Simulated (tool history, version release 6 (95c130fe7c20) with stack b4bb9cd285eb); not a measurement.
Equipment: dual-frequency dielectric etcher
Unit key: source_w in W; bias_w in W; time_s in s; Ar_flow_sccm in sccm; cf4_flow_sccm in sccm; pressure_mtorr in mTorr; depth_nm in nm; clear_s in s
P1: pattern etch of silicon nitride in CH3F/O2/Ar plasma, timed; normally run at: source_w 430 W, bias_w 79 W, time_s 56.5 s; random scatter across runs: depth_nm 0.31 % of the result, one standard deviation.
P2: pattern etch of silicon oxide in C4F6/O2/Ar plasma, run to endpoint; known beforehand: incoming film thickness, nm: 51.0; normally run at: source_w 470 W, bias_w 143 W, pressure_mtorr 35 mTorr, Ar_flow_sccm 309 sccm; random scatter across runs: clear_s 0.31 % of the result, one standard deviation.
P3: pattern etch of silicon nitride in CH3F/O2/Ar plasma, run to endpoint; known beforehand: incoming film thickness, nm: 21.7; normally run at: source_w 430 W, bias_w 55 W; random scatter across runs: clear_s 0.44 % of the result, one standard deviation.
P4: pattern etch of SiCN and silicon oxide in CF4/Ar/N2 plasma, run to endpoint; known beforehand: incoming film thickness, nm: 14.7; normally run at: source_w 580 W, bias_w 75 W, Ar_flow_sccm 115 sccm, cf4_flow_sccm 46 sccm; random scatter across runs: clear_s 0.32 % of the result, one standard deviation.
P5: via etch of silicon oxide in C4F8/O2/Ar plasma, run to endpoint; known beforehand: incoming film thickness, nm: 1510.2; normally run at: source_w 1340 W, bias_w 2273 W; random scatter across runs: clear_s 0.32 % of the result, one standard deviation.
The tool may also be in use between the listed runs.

{"run": 1, "hour": 15.2, "process": "P1", "source_w": 430, "bias_w": 79, "time_s": 56.5, "depth_nm": 42.522}
{"run": 2, "hour": 22.4, "process": "P4", "source_w": 580, "bias_w": 44, "Ar_flow_sccm": 115, "cf4_flow_sccm": 46, "clear_s": 17.979}
{"run": 3, "hour": 36.5, "process": "P1", "source_w": 600, "bias_w": 79, "time_s": 56.5, "depth_nm": 48.244}
{"run": 4, "hour": 51.8, "process": "P5", "source_w": 1340, "bias_w": 2273, "clear_s": 332.89}
{"hour": 55.2, "done": "wet clean of the chamber"}
{"run": 5, "hour": 65.2, "process": "P1", "source_w": 430, "bias_w": 79, "time_s": 56.5, "depth_nm": 42.258}
{"run": 6, "hour": 73.0, "process": "P1", "source_w": 430, "bias_w": 51, "time_s": 56.5, "depth_nm": 36.554}
{"run": 7, "hour": 83.1, "process": "P1", "source_w": 430, "bias_w": 79, "time_s": 56.5, "depth_nm": 42.345}
{"run": 8, "hour": 94.9, "process": "P2", "source_w": 470, "bias_w": 143, "Ar_flow_sccm": 309, "pressure_mtorr": 35, "clear_s": 16.74}
{"run": 9, "hour": 103.3, "process": "P3", "source_w": 590, "bias_w": 55, "clear_s": 29.658}
{"run": 10, "hour": 115.5, "process": "P4", "source_w": 800, "bias_w": 75, "Ar_flow_sccm": 115, "cf4_flow_sccm": 46, "clear_s": 11.355}
{"run": 11, "hour": 130.3, "process": "P1", "source_w": 340, "bias_w": 79, "time_s": 56.5, "depth_nm": 38.926}
{"run": 12, "hour": 145.8, "process": "P1", "source_w": 430, "bias_w": 57, "time_s": 82.0, "depth_nm": 55.087}
{"run": 13, "hour": 155.0, "process": "P1", "source_w": 430, "bias_w": 79, "time_s": 56.5, "depth_nm": 42.375}
{"run": 14, "hour": 167.9, "process": "P1", "source_w": 430, "bias_w": 79, "time_s": 82.0, "depth_nm": 61.464}
{"run": 15, "hour": 175.4, "process": "P5", "source_w": 1340, "bias_w": 1589, "clear_s": 371.28}
{"run": 16, "hour": 190.8, "process": "P4", "source_w": 580, "bias_w": 75, "Ar_flow_sccm": 115, "cf4_flow_sccm": 35, "clear_s": 15.63}
{"run": 17, "hour": 205.7, "process": "P3", "source_w": 430, "bias_w": 36, "clear_s": 38.129}
{"run": 18, "hour": 215.4, "process": "P3", "source_w": 430, "bias_w": 55, "clear_s": 33.68}
{"run": 19, "hour": 227.6, "process": "P1", "source_w": 430, "bias_w": 96, "time_s": 56.5, "depth_nm": 45.712}
{"run": 20, "hour": 241.5, "process": "P2", "source_w": 320, "bias_w": 143, "Ar_flow_sccm": 309, "pressure_mtorr": 35, "clear_s": 19.433}
{"run": 21, "hour": 254.6, "process": "P1", "source_w": 430, "bias_w": 79, "time_s": 56.5, "depth_nm": 42.513}
{"run": 22, "hour": 261.5, "process": "P1", "source_w": 430, "bias_w": 79, "time_s": 56.5, "depth_nm": 42.354}
{"run": 23, "hour": 276.9, "process": "P1", "source_w": 430, "bias_w": 49, "time_s": 75.0, "depth_nm": 48.061}
{"hour": 285.5, "done": "source power generator calibrated"}
{"run": 24, "hour": 288.8, "process": "P3", "source_w": 430, "bias_w": 55, "clear_s": 33.568}
{"run": 25, "hour": 298.7, "process": "P2", "source_w": 470, "bias_w": 143, "Ar_flow_sccm": 309, "pressure_mtorr": 44, "clear_s": 17.117}
{"run": 26, "hour": 313.2, "process": "P2", "source_w": 470, "bias_w": 83, "Ar_flow_sccm": 309, "pressure_mtorr": 35, "clear_s": 19.374}
{"run": 27, "hour": 325.7, "process": "P4", "source_w": 580, "bias_w": 75, "Ar_flow_sccm": 144, "cf4_flow_sccm": 46, "clear_s": 15.506}
{"run": 28, "hour": 333.3, "process": "P1", "source_w": 430, "bias_w": 79, "time_s": 37.0, "depth_nm": 27.881}
{"run": 29, "hour": 343.0, "process": "P2", "source_w": 470, "bias_w": 143, "Ar_flow_sccm": 414, "pressure_mtorr": 35, "clear_s": 17.25}
{"run": 30, "hour": 356.0, "process": "P1", "source_w": 540, "bias_w": 79, "time_s": 42.0, "depth_nm": 34.457}
{"run": 31, "hour": 366.7, "process": "P5", "source_w": 830, "bias_w": 2273, "clear_s": 404.07}

For run 32, what comes out?
{"run": 32, "hour": 375.7, "process": "P4", "source_w": 580, "bias_w": 75, "Ar_flow_sccm": 115, "cf4_flow_sccm": 46, "clear_s": "?"}

clear_s: 14.976 s
